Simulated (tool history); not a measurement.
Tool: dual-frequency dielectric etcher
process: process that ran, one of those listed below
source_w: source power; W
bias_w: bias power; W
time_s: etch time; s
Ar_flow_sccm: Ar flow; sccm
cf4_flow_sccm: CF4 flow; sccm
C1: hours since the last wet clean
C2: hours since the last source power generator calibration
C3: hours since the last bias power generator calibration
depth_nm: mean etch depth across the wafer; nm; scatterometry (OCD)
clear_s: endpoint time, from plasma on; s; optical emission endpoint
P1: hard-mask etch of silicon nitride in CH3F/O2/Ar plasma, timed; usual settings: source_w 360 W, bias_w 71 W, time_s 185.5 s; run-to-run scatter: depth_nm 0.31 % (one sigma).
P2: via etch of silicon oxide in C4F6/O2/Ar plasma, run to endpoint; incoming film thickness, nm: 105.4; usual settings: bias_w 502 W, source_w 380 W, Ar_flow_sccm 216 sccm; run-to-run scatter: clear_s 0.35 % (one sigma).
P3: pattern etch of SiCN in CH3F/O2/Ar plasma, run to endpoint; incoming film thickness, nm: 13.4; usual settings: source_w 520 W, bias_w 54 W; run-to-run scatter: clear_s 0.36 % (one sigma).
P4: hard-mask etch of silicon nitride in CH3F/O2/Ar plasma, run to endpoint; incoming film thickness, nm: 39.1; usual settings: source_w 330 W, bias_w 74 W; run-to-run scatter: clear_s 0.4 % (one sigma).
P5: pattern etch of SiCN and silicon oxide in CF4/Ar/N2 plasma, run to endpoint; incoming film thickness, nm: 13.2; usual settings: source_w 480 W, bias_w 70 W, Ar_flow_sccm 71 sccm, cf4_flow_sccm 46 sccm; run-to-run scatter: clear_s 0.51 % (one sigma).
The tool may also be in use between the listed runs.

run 1 hour=10.1 | process=P1 source_w=360 bias_w=71 time_s=185.5 | C1=292.1 C2=398.5 C3=1594.5 | depth_nm=125.54
run 2 hour=24.6 | process=P4 source_w=330 bias_w=54 | C1=306.6 C2=413 C3=1609 | clear_s=68.169
run 3 hour=41.6 | process=P1 source_w=360 bias_w=71 time_s=240.5 | C1=323.6 C2=430 C3=1626 | depth_nm=163.84
run 4 hour=58.5 | process=P1 source_w=360 bias_w=96 time_s=185.5 | C1=340.5 C2=446.9 C3=1642.9 | depth_nm=140.32
run 5 hour=74.9 | process=P3 source_w=520 bias_w=67 | C1=356.9 C2=463.3 C3=1659.3 | clear_s=33.367
run 6 hour=94 | process=P3 source_w=700 bias_w=54 | C1=376 C2=482.4 C3=1678.4 | clear_s=31.941
run 7 hour=112.3 | process=P2 source_w=500 bias_w=502 Ar_flow_sccm=216 | C1=394.3 C2=500.7 C3=1696.7 | clear_s=20.572
run 8 hour=124.4 | process=P5 source_w=480 bias_w=70 Ar_flow_sccm=71 cf4_flow_sccm=34 | C1=406.4 C2=512.8 C3=1708.8 | clear_s=15.272
run 9 hour=138.3 | process=P1 source_w=460 bias_w=71 time_s=185.5 | C1=420.3 C2=526.7 C3=1722.7 | depth_nm=137.8
run 10 hour=151.2 | process=P5 source_w=480 bias_w=70 Ar_flow_sccm=71 cf4_flow_sccm=46 | C1=433.2 C2=539.6 C3=1735.6 | clear_s=14.501
run 11 hour=163.9 | process=P4 source_w=230 bias_w=74 | C1=445.9 C2=552.3 C3=1748.3 | clear_s=70.063
run 12 hour=177.6 | process=P1 source_w=230 bias_w=71 time_s=185.5 | C1=459.6 C2=566 C3=1762 | depth_nm=106.4
run 13 hour=192.6 | process=P4 source_w=330 bias_w=74 | C1=474.6 C2=581 C3=1777 | clear_s=61.686
run 14 hour=209 | process=P3 source_w=520 bias_w=54 | C1=491 C2=597.4 C3=1793.4 | clear_s=35.877
run 15 hour=226.4 | process=P3 source_w=520 bias_w=54 | C1=508.4 C2=614.8 C3=1810.8 | clear_s=35.79
run 16 hour=238.5 | process=P2 source_w=380 bias_w=502 Ar_flow_sccm=216 | C1=520.5 C2=626.9 C3=1822.9 | clear_s=22.806
run 17 hour=253.6 | process=P1 source_w=360 bias_w=71 time_s=185.5 | C1=535.6 C2=642 C3=1838 | depth_nm=125.31
run 18 hour=264.3 | process=P1 source_w=360 bias_w=71 time_s=185.5 | C1=546.3 C2=652.7 C3=1848.7 | depth_nm=124.76
run 19 hour=278.7 | process=P1 source_w=360 bias_w=44 time_s=185.5 | C1=560.7 C2=667.1 C3=1863.1 | depth_nm=107.52
run 20 hour=296.2 | process=P1 source_w=360 bias_w=71 time_s=119 | C1=578.2 C2=684.6 C3=1880.6 | depth_nm=80.476
run 21 hour=306.7 | process=P2 source_w=380 bias_w=502 Ar_flow_sccm=168 | C1=588.7 C2=695.1 C3=1891.1 | clear_s=22.195
run 22 hour=318.4 | process=P5 source_w=480 bias_w=70 Ar_flow_sccm=71 cf4_flow_sccm=46 | C1=600.4 C2=706.8 C3=1902.8 | clear_s=14.511
run 23 hour=329.6 | process=P1 source_w=360 bias_w=71 time_s=185.5 | C1=611.6 C2=718 C3=1914 | depth_nm=126.29
run 24 hour=337.9 | process=P5 source_w=480 bias_w=70 Ar_flow_sccm=91 cf4_flow_sccm=46 | C1=619.9 C2=726.3 C3=1922.3 | clear_s=15.075
run 25 hour=354.5 | process=P1 source_w=360 bias_w=71 time_s=185.5 | C1=636.5 C2=742.9 C3=1938.9 | depth_nm=124.92
run 26 hour=365.6 | process=P1 source_w=360 bias_w=99 time_s=270.5 | C1=647.6 C2=754 C3=1950 | depth_nm=205.57
run 27 hour=382 | process=P5 source_w=480 bias_w=83 Ar_flow_sccm=71 cf4_flow_sccm=46 | C1=664 C2=770.4 C3=1966.4 | clear_s=13.818
run 28 hour=400.5 | process=P5 source_w=350 bias_w=70 Ar_flow_sccm=71 cf4_flow_sccm=46 | C1=682.5 C2=788.9 C3=1984.9 | clear_s=19.068
run 29 hour=409.3 | process=P2 source_w=380 bias_w=637 Ar_flow_sccm=216 | C1=691.3 C2=797.7 C3=1993.7 | clear_s=20.724
run 30 hour=424.7 | process=P4 source_w=330 bias_w=74 | C1=706.7 C2=813.1 C3=2009.1 | clear_s=60.897
run 31 hour=434.5 | process=P1 source_w=360 bias_w=71 time_s=185.5 | C1=716.5 C2=822.9 C3=2018.9 | depth_nm=126.15
run 32 hour=452.7 | process=P1 source_w=360 bias_w=71 time_s=185.5 | C1=734.7 C2=841.1 C3=2037.1 | depth_nm=126.64
run 33 hour=465.4 | process=P1 source_w=360 bias_w=71 time_s=185.5 | C1=747.4 C2=853.8 C3=2049.8 | depth_nm=127.32
run 34 hour=482.9 | process=P1 source_w=360 bias_w=71 time_s=185.5 | C1=764.9 C2=871.3 C3=2067.3 | depth_nm=127.62
run 35 hour=491.4 | process=P1 source_w=360 bias_w=71 time_s=185.5 | C1=773.4 C2=879.8 C3=2075.8 | depth_nm=127.66
-- hour=496.5 wet clean of the chamber
run 36 hour=501 | process=P1 source_w=360 bias_w=71 time_s=185.5 | C1=4.6 C2=889.4 C3=2085.4 | depth_nm=127.52
run 37 hour=516.4 | process=P1 source_w=360 bias_w=71 time_s=185.5 | C1=20 C2=904.8 C3=2100.8 | depth_nm=128.1
run 38 hour=534.2 | process=P1 source_w=360 bias_w=71 time_s=185.5 | C1=37.8 C2=922.6 C3=2118.6 | depth_nm=127.4

What P1 gives has crept away from where it was. These 2 causes fit the log equally well, each at the size given:
A: bias power that arrives over what is set, % = 4.59
B: source power that arrives over what is set, % = 4.19
The creep began at about hour 434.5.
Why every other cause is out:
chamber walls in a state that raises the etch rate, %: serviced at hour 496.5, which brought nothing back

4 check runs are offered, each on 3 wafers whose results are averaged, their results left as question marks. Which one tells the causes apart?
run check 1 hour=552 | process=P4 source_w=330 bias_w=74 | clear_s=?
run check 2 hour=552 | process=P5 source_w=480 bias_w=70 Ar_flow_sccm=71 cf4_flow_sccm=46 | clear_s=?
run check 3 hour=552 | process=P3 source_w=520 bias_w=54 | clear_s=?
run check 4 hour=552 | process=P2 source_w=380 bias_w=502 Ar_flow_sccm=216 | clear_s=?

What each check would give under each cause:
check=check_1 result=clear_s if_A=60.413 if_B=60.43
check=check_2 result=clear_s if_A=14.328 if_B=14.03
check=check_3 result=clear_s if_A=35.288 if_B=35.242
check=check_4 result=clear_s if_A=22.432 if_B=22.471
How far apart the two closest causes lie, in the result that separates them most: check 1 0.03 %; check 2 2.1 %; check 3 0.13 %; check 4 0.18 %
Check 2 tells the causes apart: in the others they would give nearly the same result.

Check 2 was then run and gave: clear_s 14.298 s. Which cause is it?

It is A: bias power that arrives over what is set, %.
